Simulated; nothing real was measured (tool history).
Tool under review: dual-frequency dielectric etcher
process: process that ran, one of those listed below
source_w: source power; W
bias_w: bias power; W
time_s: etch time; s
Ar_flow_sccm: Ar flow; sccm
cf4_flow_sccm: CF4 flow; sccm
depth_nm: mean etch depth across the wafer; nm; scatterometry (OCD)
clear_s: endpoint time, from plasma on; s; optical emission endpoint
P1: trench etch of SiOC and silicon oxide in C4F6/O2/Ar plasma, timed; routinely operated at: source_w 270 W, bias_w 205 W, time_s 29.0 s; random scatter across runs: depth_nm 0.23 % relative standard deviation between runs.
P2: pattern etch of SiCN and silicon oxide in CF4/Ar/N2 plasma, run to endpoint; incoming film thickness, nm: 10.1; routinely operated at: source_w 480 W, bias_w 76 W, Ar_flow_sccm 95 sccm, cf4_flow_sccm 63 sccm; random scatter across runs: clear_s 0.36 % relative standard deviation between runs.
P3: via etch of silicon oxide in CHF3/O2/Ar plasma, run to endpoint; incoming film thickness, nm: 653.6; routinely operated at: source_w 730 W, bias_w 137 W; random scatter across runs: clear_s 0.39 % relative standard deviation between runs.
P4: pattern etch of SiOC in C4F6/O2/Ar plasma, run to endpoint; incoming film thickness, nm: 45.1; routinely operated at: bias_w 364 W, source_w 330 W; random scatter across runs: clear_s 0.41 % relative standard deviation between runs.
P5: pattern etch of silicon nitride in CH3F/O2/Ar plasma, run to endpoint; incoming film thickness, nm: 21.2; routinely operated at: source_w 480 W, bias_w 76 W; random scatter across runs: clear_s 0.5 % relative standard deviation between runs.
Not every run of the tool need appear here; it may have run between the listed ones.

run     day  process  source_w  bias_w  time_s  Ar_flow_sccm  cf4_flow_sccm  depth_nm   clear_s
  1   0.262       P1       270     205    29.0                                 52.307
  2   0.633       P1       330     243    29.0                                 59.940
  3   1.012       P2       290      76                    95             63             17.0720
  4   1.467       P1       270     205    29.0                                 52.244
  5   1.908       P2       480      76                    95             86             10.4940
  6   2.275       P1       270     205    29.0                                 52.321
  7   2.583       P1       270     246    29.0                                 55.582
  8   3.038       P1       270     205    29.0                                 52.149
  9   3.629       P1       270     205    22.5                                 40.900
 10   4.012       P1       270     205    29.0                                 52.499
      4.267  -- wet clean of the chamber
 11   4.396       P2       480      76                    73             63             10.6080
 12   4.721       P3       730      81                                                 393.4800
 13   5.150       P2       480     107                    95             63              9.7187
 14   5.492       P4       330     222                                                  22.5590
 15   5.833       P5       480      76                                                  28.4180
 16   6.358       P1       270     205    39.0                                 70.153
      6.612  -- bias power generator calibrated
 17   6.925       P5       480      76                                                  28.5260
 18   7.450       P1       370     205    29.0                                 58.889
 19   7.750       P4       430     364                                                  17.2300
 20   8.296       P5       650      76                                                  25.3610
 21   8.829       P1       180     205    29.0                                 44.729
 22   9.304       P3       990     137                                                 297.8200
 23   9.721       P2       480      76                    95             63             10.9580
 24  10.192       P1       270     205    29.0                                 52.394
 25  10.592       P4       330     364                                                  18.9710
 26  11.000       P3       730     137                                                 337.7000
 27  11.408       P1       370     268    29.0                                 64.734
 28  11.771       P2       480      76                    95             63             10.9340
 29  12.225       P5       480     100                                                  25.9040
 30  12.496       P1       270     151    29.0                                 47.561
 31  13.083       P3       730     137                                                 337.4500
 32  13.508       P1       270     205    29.0                                 52.285
 33  13.846       P1       270     205    29.0                                 51.948
 34  14.162       P1       270     205    29.0                                 51.716
 35  14.504       P1       270     205    29.0                                 51.675
 36  14.858       P1       270     205    29.0                                 51.816
     15.133  -- wet clean of the chamber
 37  15.379       P1       270     205    29.0                                 51.499
 38  15.821       P1       270     205    29.0                                 51.537

The log shows P1 creeping away from where it was. Any of the 2 causes listed here, at the size stated for it, fits the log just as well as the others:
A: source power that arrives under what is set, % = 4.16
B: bias power that arrives under what is set, % = 4.78
The onset of the drift is placed at about day 13.508.
Ruled out, with reasons:
chamber walls in a state that lowers the etch rate, %: serviced at day 15.133, after the drift had started, without restoring the earlier output

Which of the 4 check runs listed below, each an average over 2 wafers with its results shown as question marks, gives clearly different results under the different listed causes?
check 1  16.262       P3       850      86                                                       ?
check 2  16.262       P2       480      76                    95             85                  ?
check 3  16.262       P5       560      95                                                       ?
check 4  16.262       P4       420     223                                                       ?

Check results expected under each cause:
  check   result      if A      if B
check 1  clear_s  368.6200  367.1500
check 2  clear_s   10.9090   10.6750
check 3  clear_s   25.2460   25.2800
check 4  clear_s   20.8790   20.8670
Per check, the gap between the least separated pair of causes, taken in the result that splits them most: check 1 0.4 %; check 2 2.17 %; check 3 0.13 %; check 4 0.06 %
Only in check 2 would the causes give clearly different results; in the remaining checks their results would be nearly the same.

Running check 2 produced the following: clear_s 10.7200 s. Which one of the listed causes fits?

Of the candidate causes, it is B: bias power that arrives under what is set, %.
